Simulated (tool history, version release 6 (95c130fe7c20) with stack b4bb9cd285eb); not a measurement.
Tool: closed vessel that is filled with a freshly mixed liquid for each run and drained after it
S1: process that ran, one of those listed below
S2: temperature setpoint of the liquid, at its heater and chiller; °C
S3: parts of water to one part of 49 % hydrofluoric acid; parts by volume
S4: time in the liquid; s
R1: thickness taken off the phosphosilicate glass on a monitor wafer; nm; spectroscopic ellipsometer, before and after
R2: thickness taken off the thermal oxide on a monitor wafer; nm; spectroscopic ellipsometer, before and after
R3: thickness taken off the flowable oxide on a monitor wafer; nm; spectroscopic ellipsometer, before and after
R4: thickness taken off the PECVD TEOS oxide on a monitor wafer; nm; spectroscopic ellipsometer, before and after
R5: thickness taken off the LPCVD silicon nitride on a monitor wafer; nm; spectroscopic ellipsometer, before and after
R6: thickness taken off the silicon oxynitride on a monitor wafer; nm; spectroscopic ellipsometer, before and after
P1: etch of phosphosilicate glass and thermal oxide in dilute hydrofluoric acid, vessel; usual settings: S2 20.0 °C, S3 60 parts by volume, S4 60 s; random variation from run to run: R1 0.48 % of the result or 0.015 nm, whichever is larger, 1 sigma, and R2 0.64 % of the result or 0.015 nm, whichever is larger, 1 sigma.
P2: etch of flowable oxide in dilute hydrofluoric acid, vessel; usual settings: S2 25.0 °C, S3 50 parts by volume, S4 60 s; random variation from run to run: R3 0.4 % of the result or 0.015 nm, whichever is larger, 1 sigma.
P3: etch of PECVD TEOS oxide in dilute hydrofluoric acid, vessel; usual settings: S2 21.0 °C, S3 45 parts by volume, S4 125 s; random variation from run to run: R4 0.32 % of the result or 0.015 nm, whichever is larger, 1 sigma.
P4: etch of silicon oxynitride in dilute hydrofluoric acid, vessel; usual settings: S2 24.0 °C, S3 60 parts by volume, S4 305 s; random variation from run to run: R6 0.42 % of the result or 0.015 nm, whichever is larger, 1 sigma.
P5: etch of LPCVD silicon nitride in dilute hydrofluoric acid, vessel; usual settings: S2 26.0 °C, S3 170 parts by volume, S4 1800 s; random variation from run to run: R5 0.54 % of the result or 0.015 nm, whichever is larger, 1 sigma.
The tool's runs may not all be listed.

run,day,S1,S2,S3,S4,R1,R2,R3,R4,R5,R6
1,0.183,P1,20.0,60,60,54.561,4.5302,,,,
2,0.383,P2,32.5,50,60,,,66.998,,,
3,0.546,P1,27.5,60,60,73.879,6.1703,,,,
4,0.842,P1,20.0,95,105,57.896,4.7791,,,,
5,1.125,P3,21.0,45,125,,,,58.372,,
6,1.417,P5,26.0,170,1800,,,,,6.8324,
7,1.704,P2,25.0,50,115,,,95.624,,,
8,2.000,P3,21.0,20,125,,,,134.130,,
9,2.200,P2,25.0,20,60,,,129.700,,,
10,2.442,P1,20.0,60,60,55.316,4.5337,,,,
11,2.612,P3,21.0,45,240,,,,111.170,,
12,2.867,P4,24.0,100,305,,,,,,4.3851
13,3.017,P1,20.0,60,60,54.546,4.5145,,,,
14,3.238,P4,31.0,60,305,,,,,,10.5660
15,3.417,P1,17.0,60,60,48.376,3.9926,,,,
16,3.688,P1,20.0,60,60,54.785,4.5132,,,,
17,3.867,P3,29.5,45,125,,,,81.674,,
18,4.033,P4,24.0,60,305,,,,,,7.6143
19,4.262,P4,24.0,60,305,,,,,,7.5958
20,4.458,P4,24.0,60,80,,,,,,1.9735
21,4.683,P5,26.0,295,1800,,,,,3.9812,
22,4.908,P5,26.0,170,1800,,,,,6.8454,
23,5.183,P1,20.0,100,60,31.335,2.5847,,,,
24,5.471,P1,20.0,60,95,86.319,7.1732,,,,
25,5.654,P5,26.0,170,2845,,,,,10.8930,
26,5.846,P1,20.0,60,30,27.304,2.2380,,,,
# day 6.021: thermometer replaced
27,6.088,P1,20.0,60,60,54.960,4.5456,,,,
28,6.354,P5,30.5,170,1800,,,,,9.0821,
29,6.512,P1,20.0,60,60,54.684,4.5569,,,,
30,6.667,P2,25.0,50,60,,,49.940,,,
31,6.892,P1,20.0,20,60,171.540,14.1510,,,,
32,7.104,P1,20.0,60,60,54.886,4.5495,,,,
33,7.371,P1,20.0,60,60,53.313,4.3624,,,,

The next listed run, before its measurement:
34,7.562,P1,20.0,60,60,?,?,,,,

{"run 34": {"R1": 52.913, "R2": 4.397}}
